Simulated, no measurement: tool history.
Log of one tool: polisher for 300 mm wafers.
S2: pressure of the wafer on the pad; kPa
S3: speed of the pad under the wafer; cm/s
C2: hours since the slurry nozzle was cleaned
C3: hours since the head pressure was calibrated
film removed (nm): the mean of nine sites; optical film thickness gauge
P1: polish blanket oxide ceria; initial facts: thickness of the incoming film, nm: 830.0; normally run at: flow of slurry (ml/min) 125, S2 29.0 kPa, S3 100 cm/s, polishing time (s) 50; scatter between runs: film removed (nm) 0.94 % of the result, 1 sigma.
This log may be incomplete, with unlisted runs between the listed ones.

{"run": 1, "hour": 3.6, "flow of slurry (ml/min)": 125, "S2": 29.0, "S3": 100, "polishing time (s)": 50, "wafers polished on this pad": 401, "C2": 97.9, "C3": 261.9, "film removed (nm)": 250.14}
{"run": 2, "hour": 6.0, "flow of slurry (ml/min)": 125, "S2": 40.7, "S3": 62, "polishing time (s)": 50, "wafers polished on this pad": 419, "C2": 100.3, "C3": 264.3, "film removed (nm)": 219.55}
{"run": 3, "hour": 8.7, "flow of slurry (ml/min)": 125, "S2": 29.0, "S3": 100, "polishing time (s)": 72, "wafers polished on this pad": 439, "C2": 103.0, "C3": 267.0, "film removed (nm)": 358.41}
{"run": 4, "hour": 12.9, "flow of slurry (ml/min)": 75, "S2": 29.0, "S3": 100, "polishing time (s)": 50, "wafers polished on this pad": 470, "C2": 107.2, "C3": 271.2, "film removed (nm)": 219.39}
{"run": 5, "hour": 16.3, "flow of slurry (ml/min)": 125, "S2": 29.0, "S3": 100, "polishing time (s)": 50, "wafers polished on this pad": 495, "C2": 110.6, "C3": 274.6, "film removed (nm)": 251.93}
{"hour": 16.8, "done": "worn pad replaced by a new one"}
{"run": 6, "hour": 20.7, "flow of slurry (ml/min)": 125, "S2": 29.0, "S3": 100, "polishing time (s)": 50, "wafers polished on this pad": 29, "C2": 115.0, "C3": 279.0, "film removed (nm)": 252.81}
{"run": 7, "hour": 24.6, "flow of slurry (ml/min)": 125, "S2": 15.2, "S3": 100, "polishing time (s)": 50, "wafers polished on this pad": 58, "C2": 118.9, "C3": 282.9, "film removed (nm)": 133.58}
{"run": 8, "hour": 28.6, "flow of slurry (ml/min)": 125, "S2": 29.0, "S3": 100, "polishing time (s)": 50, "wafers polished on this pad": 88, "C2": 122.9, "C3": 286.9, "film removed (nm)": 251.7}
{"run": 9, "hour": 30.7, "flow of slurry (ml/min)": 195, "S2": 29.0, "S3": 100, "polishing time (s)": 50, "wafers polished on this pad": 103, "C2": 125.0, "C3": 289.0, "film removed (nm)": 269.12}
{"run": 10, "hour": 34.4, "flow of slurry (ml/min)": 125, "S2": 29.0, "S3": 70, "polishing time (s)": 50, "wafers polished on this pad": 131, "C2": 128.7, "C3": 292.7, "film removed (nm)": 177.69}
{"run": 11, "hour": 37.4, "flow of slurry (ml/min)": 125, "S2": 29.0, "S3": 100, "polishing time (s)": 50, "wafers polished on this pad": 153, "C2": 131.7, "C3": 295.7, "film removed (nm)": 250.18}
{"run": 12, "hour": 41.0, "flow of slurry (ml/min)": 125, "S2": 29.0, "S3": 100, "polishing time (s)": 36, "wafers polished on this pad": 180, "C2": 135.3, "C3": 299.3, "film removed (nm)": 180.16}
{"run": 13, "hour": 43.3, "flow of slurry (ml/min)": 125, "S2": 29.0, "S3": 148, "polishing time (s)": 50, "wafers polished on this pad": 197, "C2": 137.6, "C3": 301.6, "film removed (nm)": 373.39}
{"hour": 46.4, "done": "head pressure recalibrated"}
{"run": 14, "hour": 46.8, "flow of slurry (ml/min)": 125, "S2": 41.4, "S3": 100, "polishing time (s)": 50, "wafers polished on this pad": 223, "C2": 141.1, "C3": 0.4, "film removed (nm)": 356.89}
{"run": 15, "hour": 50.0, "flow of slurry (ml/min)": 125, "S2": 13.8, "S3": 64, "polishing time (s)": 50, "wafers polished on this pad": 247, "C2": 144.3, "C3": 3.6, "film removed (nm)": 77.141}
{"run": 16, "hour": 53.6, "flow of slurry (ml/min)": 155, "S2": 29.0, "S3": 64, "polishing time (s)": 50, "wafers polished on this pad": 274, "C2": 147.9, "C3": 7.2, "film removed (nm)": 167.56}
{"run": 17, "hour": 55.6, "flow of slurry (ml/min)": 125, "S2": 29.0, "S3": 100, "polishing time (s)": 50, "wafers polished on this pad": 289, "C2": 149.9, "C3": 9.2, "film removed (nm)": 250.55}
{"run": 18, "hour": 59.0, "flow of slurry (ml/min)": 125, "S2": 29.0, "S3": 100, "polishing time (s)": 50, "wafers polished on this pad": 314, "C2": 153.3, "C3": 12.6, "film removed (nm)": 243.01}
{"run": 19, "hour": 62.4, "flow of slurry (ml/min)": 125, "S2": 29.0, "S3": 100, "polishing time (s)": 50, "wafers polished on this pad": 339, "C2": 156.7, "C3": 16.0, "film removed (nm)": 238.52}
{"run": 20, "hour": 66.1, "flow of slurry (ml/min)": 125, "S2": 29.0, "S3": 100, "polishing time (s)": 50, "wafers polished on this pad": 367, "C2": 160.4, "C3": 19.7, "film removed (nm)": 240.63}
{"run": 21, "hour": 68.8, "flow of slurry (ml/min)": 125, "S2": 29.0, "S3": 100, "polishing time (s)": 50, "wafers polished on this pad": 387, "C2": 163.1, "C3": 22.4, "film removed (nm)": 233.85}
{"run": 22, "hour": 72.0, "flow of slurry (ml/min)": 125, "S2": 29.0, "S3": 100, "polishing time (s)": 50, "wafers polished on this pad": 411, "C2": 166.3, "C3": 25.6, "film removed (nm)": 232.31}
{"run": 23, "hour": 75.9, "flow of slurry (ml/min)": 125, "S2": 29.0, "S3": 100, "polishing time (s)": 50, "wafers polished on this pad": 440, "C2": 170.2, "C3": 29.5, "film removed (nm)": 229.18}
{"run": 24, "hour": 80.0, "flow of slurry (ml/min)": 125, "S2": 29.0, "S3": 100, "polishing time (s)": 50, "wafers polished on this pad": 470, "C2": 174.3, "C3": 33.6, "film removed (nm)": 233.04}
{"hour": 80.2, "done": "worn pad replaced by a new one"}
{"run": 25, "hour": 82.3, "flow of slurry (ml/min)": 125, "S2": 29.0, "S3": 100, "polishing time (s)": 50, "wafers polished on this pad": 16, "C2": 176.6, "C3": 35.9, "film removed (nm)": 229.99}
{"run": 26, "hour": 85.1, "flow of slurry (ml/min)": 125, "S2": 29.0, "S3": 100, "polishing time (s)": 50, "wafers polished on this pad": 36, "C2": 179.4, "C3": 38.7, "film removed (nm)": 230.67}
{"run": 27, "hour": 89.0, "flow of slurry (ml/min)": 125, "S2": 29.0, "S3": 100, "polishing time (s)": 50, "wafers polished on this pad": 66, "C2": 183.3, "C3": 42.6, "film removed (nm)": 228.31}
{"run": 28, "hour": 91.9, "flow of slurry (ml/min)": 125, "S2": 29.0, "S3": 100, "polishing time (s)": 50, "wafers polished on this pad": 87, "C2": 186.2, "C3": 45.5, "film removed (nm)": 228.02}

The output of P1 has drifted from where it used to be. Each of the 2 causes below, taken at the size shown beside it, accounts for the log equally well:
A: head's pressure below its setpoint, % = 9.17
B: slurry flow missing at the pad, % = 32.7
The creep began at about hour 55.6.
Excluded causes, each with its reason:
removal rate lost through wear of the pad, %: work on it at hour 80.2, done after the drift set in, did not restore what the process gave before

The list below offers 4 check runs, each averaging the results of 5 wafers, and shows each result as a question mark. For which of them would the listed causes give clearly different results?
{"run": "check 1", "hour": 94.8, "flow of slurry (ml/min)": 125, "S2": 41.4, "S3": 128, "polishing time (s)": 50, "film removed (nm)": "?"}
{"run": "check 2", "hour": 94.8, "flow of slurry (ml/min)": 125, "S2": 29.0, "S3": 142, "polishing time (s)": 64, "film removed (nm)": "?"}
{"run": "check 3", "hour": 94.8, "flow of slurry (ml/min)": 195, "S2": 29.0, "S3": 100, "polishing time (s)": 65, "film removed (nm)": "?"}
{"run": "check 4", "hour": 94.8, "flow of slurry (ml/min)": 125, "S2": 29.0, "S3": 100, "polishing time (s)": 69, "film removed (nm)": "?"}

What each check would give under each cause:
check=check_1 result=film_removed_(nm) if_A=417.280 if_B=417.190
check=check_2 result=film_removed_(nm) if_A=414.780 if_B=414.690
check=check_3 result=film_removed_(nm) if_A=319.470 if_B=329.790
check=check_4 result=film_removed_(nm) if_A=314.920 if_B=314.850
Gap, in per cent, between the two causes that each check separates least, read from the result that separates them most: check 1 0.02 %; check 2 0.02 %; check 3 3.18 %; check 4 0.02 %
Of the check runs offered, only check 3 discriminates between the causes; the rest would read about the same regardless of which cause applies.

Running check 3 produced the following: film removed (nm) 327.750. Which one of the listed causes fits?

The correct cause is B, namely: slurry flow missing at the pad, %.

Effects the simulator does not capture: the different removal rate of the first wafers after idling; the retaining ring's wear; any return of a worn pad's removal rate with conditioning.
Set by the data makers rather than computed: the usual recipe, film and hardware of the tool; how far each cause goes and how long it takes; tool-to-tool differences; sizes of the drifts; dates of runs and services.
